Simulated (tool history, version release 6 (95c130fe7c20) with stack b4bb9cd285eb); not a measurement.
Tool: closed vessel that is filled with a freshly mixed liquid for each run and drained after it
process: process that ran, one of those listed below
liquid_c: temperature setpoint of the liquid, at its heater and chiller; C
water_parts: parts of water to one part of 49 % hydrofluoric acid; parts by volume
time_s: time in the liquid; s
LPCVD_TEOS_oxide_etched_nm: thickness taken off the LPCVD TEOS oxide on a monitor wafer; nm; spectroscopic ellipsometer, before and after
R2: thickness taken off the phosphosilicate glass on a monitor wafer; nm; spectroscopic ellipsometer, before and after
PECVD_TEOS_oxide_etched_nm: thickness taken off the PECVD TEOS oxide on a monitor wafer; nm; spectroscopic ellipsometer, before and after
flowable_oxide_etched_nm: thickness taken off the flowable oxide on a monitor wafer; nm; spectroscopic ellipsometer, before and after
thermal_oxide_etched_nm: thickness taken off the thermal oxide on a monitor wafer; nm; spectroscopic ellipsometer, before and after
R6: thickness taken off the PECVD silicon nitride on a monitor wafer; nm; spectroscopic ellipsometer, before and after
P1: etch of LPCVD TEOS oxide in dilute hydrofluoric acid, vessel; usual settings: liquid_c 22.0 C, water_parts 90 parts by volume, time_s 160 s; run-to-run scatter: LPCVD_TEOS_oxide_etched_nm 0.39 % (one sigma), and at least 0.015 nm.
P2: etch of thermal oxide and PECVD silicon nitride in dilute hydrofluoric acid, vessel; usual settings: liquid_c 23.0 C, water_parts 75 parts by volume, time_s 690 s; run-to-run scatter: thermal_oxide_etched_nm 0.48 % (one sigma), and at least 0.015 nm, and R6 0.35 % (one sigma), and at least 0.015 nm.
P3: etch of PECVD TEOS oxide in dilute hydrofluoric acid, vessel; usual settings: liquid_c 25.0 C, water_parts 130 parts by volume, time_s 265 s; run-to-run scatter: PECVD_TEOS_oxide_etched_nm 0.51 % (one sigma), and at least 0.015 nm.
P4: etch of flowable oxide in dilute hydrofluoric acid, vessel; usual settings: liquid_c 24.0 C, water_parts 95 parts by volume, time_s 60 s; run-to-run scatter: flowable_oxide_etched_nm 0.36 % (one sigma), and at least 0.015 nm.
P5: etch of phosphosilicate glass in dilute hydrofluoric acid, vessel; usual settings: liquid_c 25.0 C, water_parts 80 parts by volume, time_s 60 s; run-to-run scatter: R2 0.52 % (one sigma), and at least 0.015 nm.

run 1 hour=3.1 | process=P1 liquid_c=22.0 water_parts=90 time_s=160 | LPCVD_TEOS_oxide_etched_nm=54.325
run 2 hour=6.4 | process=P5 liquid_c=25.0 water_parts=80 time_s=105 | R2=186.200
run 3 hour=10.2 | process=P3 liquid_c=25.0 water_parts=130 time_s=265 | PECVD_TEOS_oxide_etched_nm=52.963
run 4 hour=16.0 | process=P4 liquid_c=24.0 water_parts=35 time_s=60 | flowable_oxide_etched_nm=47.034
run 5 hour=21.1 | process=P3 liquid_c=25.0 water_parts=215 time_s=265 | PECVD_TEOS_oxide_etched_nm=29.095
run 6 hour=25.5 | process=P1 liquid_c=22.0 water_parts=40 time_s=95 | LPCVD_TEOS_oxide_etched_nm=77.649
run 7 hour=30.6 | process=P4 liquid_c=24.0 water_parts=95 time_s=115 | flowable_oxide_etched_nm=30.480
run 8 hour=35.5 | process=P1 liquid_c=22.0 water_parts=90 time_s=160 | LPCVD_TEOS_oxide_etched_nm=54.556
run 9 hour=38.8 | process=P1 liquid_c=22.0 water_parts=25 time_s=160 | LPCVD_TEOS_oxide_etched_nm=213.230
run 10 hour=45.3 | process=P1 liquid_c=29.0 water_parts=90 time_s=240 | LPCVD_TEOS_oxide_etched_nm=107.690
run 11 hour=51.0 | process=P2 liquid_c=29.0 water_parts=75 time_s=690 | thermal_oxide_etched_nm=56.108 R6=61.412
run 12 hour=57.6 | process=P4 liquid_c=27.5 water_parts=95 time_s=60 | flowable_oxide_etched_nm=18.272
run 13 hour=64.0 | process=P1 liquid_c=22.0 water_parts=90 time_s=300 | LPCVD_TEOS_oxide_etched_nm=102.700
run 14 hour=67.6 | process=P1 liquid_c=17.0 water_parts=90 time_s=160 | LPCVD_TEOS_oxide_etched_nm=44.312
run 15 hour=72.5 | process=P2 liquid_c=23.0 water_parts=115 time_s=690 | thermal_oxide_etched_nm=27.748 R6=27.366
run 16 hour=78.6 | process=P1 liquid_c=22.0 water_parts=90 time_s=160 | LPCVD_TEOS_oxide_etched_nm=54.632
run 17 hour=81.7 | process=P2 liquid_c=23.0 water_parts=75 time_s=690 | thermal_oxide_etched_nm=44.359 R6=41.365
-- hour=84.4 thermometer replaced
run 18 hour=85.0 | process=P2 liquid_c=23.0 water_parts=75 time_s=1360 | thermal_oxide_etched_nm=86.769 R6=81.653
run 19 hour=88.3 | process=P1 liquid_c=22.0 water_parts=90 time_s=160 | LPCVD_TEOS_oxide_etched_nm=54.842
run 20 hour=94.9 | process=P3 liquid_c=19.0 water_parts=130 time_s=265 | PECVD_TEOS_oxide_etched_nm=41.599
run 21 hour=101.5 | process=P1 liquid_c=26.5 water_parts=90 time_s=160 | LPCVD_TEOS_oxide_etched_nm=64.952
run 22 hour=105.2 | process=P4 liquid_c=24.0 water_parts=95 time_s=60 | flowable_oxide_etched_nm=15.967
run 23 hour=111.7 | process=P3 liquid_c=25.0 water_parts=130 time_s=485 | PECVD_TEOS_oxide_etched_nm=97.374
run 24 hour=117.0 | process=P1 liquid_c=22.0 water_parts=135 time_s=160 | LPCVD_TEOS_oxide_etched_nm=34.494
run 25 hour=122.3 | process=P5 liquid_c=25.0 water_parts=115 time_s=60 | R2=70.356
run 26 hour=125.5 | process=P1 liquid_c=22.0 water_parts=90 time_s=30 | LPCVD_TEOS_oxide_etched_nm=10.214
run 27 hour=131.9 | process=P1 liquid_c=22.0 water_parts=90 time_s=160 | LPCVD_TEOS_oxide_etched_nm=54.498
run 28 hour=135.7 | process=P5 liquid_c=29.0 water_parts=80 time_s=60 | R2=123.500
run 29 hour=139.8 | process=P1 liquid_c=22.0 water_parts=130 time_s=85 | LPCVD_TEOS_oxide_etched_nm=19.351
run 30 hour=145.0 | process=P5 liquid_c=25.0 water_parts=80 time_s=60 | R2=104.880
run 31 hour=148.1 | process=P2 liquid_c=23.0 water_parts=75 time_s=690 | thermal_oxide_etched_nm=44.313 R6=41.651
run 32 hour=152.8 | process=P1 liquid_c=22.0 water_parts=90 time_s=160 | LPCVD_TEOS_oxide_etched_nm=54.678
run 33 hour=156.0 | process=P1 liquid_c=22.0 water_parts=90 time_s=160 | LPCVD_TEOS_oxide_etched_nm=52.771
run 34 hour=162.3 | process=P1 liquid_c=22.0 water_parts=90 time_s=160 | LPCVD_TEOS_oxide_etched_nm=51.287
run 35 hour=166.0 | process=P1 liquid_c=22.0 water_parts=90 time_s=160 | LPCVD_TEOS_oxide_etched_nm=49.980
run 36 hour=172.0 | process=P1 liquid_c=22.0 water_parts=90 time_s=160 | LPCVD_TEOS_oxide_etched_nm=49.625
run 37 hour=176.9 | process=P1 liquid_c=22.0 water_parts=90 time_s=160 | LPCVD_TEOS_oxide_etched_nm=49.376
run 38 hour=180.3 | process=P1 liquid_c=22.0 water_parts=90 time_s=160 | LPCVD_TEOS_oxide_etched_nm=49.430
run 39 hour=185.9 | process=P1 liquid_c=22.0 water_parts=90 time_s=160 | LPCVD_TEOS_oxide_etched_nm=49.512

What P1 gives has crept away from where it was. These 2 causes fit the log equally well, each at the size given:
A: hydrofluoric acid flow below the setpoint (%) = 8.64
B: liquid colder than its thermometer reads (K) = 2.45
The creep began at about hour 152.8.

4 check runs are offered, one wafer each, their results left as question marks. Which one tells the causes apart?
run check 1 hour=191.5 | process=P4 liquid_c=24.0 water_parts=95 time_s=60 | flowable_oxide_etched_nm=?
run check 2 hour=191.5 | process=P2 liquid_c=23.0 water_parts=75 time_s=690 | thermal_oxide_etched_nm=? R6=?
run check 3 hour=191.5 | process=P5 liquid_c=25.0 water_parts=80 time_s=60 | R2=?
run check 4 hour=191.5 | process=P3 liquid_c=25.0 water_parts=130 time_s=265 | PECVD_TEOS_oxide_etched_nm=?

What each check would give under each cause:
check=check_1 result=flowable_oxide_etched_nm if_A=14.386 if_B=14.428
check=check_2 result=thermal_oxide_etched_nm if_A=40.147 if_B=40.081
check=check_2 result=R6 if_A=38.000 if_B=35.170
check=check_3 result=R2 if_A=95.552 if_B=95.692
check=check_4 result=PECVD_TEOS_oxide_etched_nm if_A=47.744 if_B=48.214
How far apart the two closest causes lie, in the result that separates them most: check 1 0.29 %; check 2 7.74 %; check 3 0.15 %; check 4 0.98 %
Only check 2 tells the causes apart: in the others they would give nearly the same result.

Then check 2 was run and gave: thermal_oxide_etched_nm 40.435 nm; R6 37.949 nm. Which cause is it?

It is A: hydrofluoric acid flow below the setpoint (%).
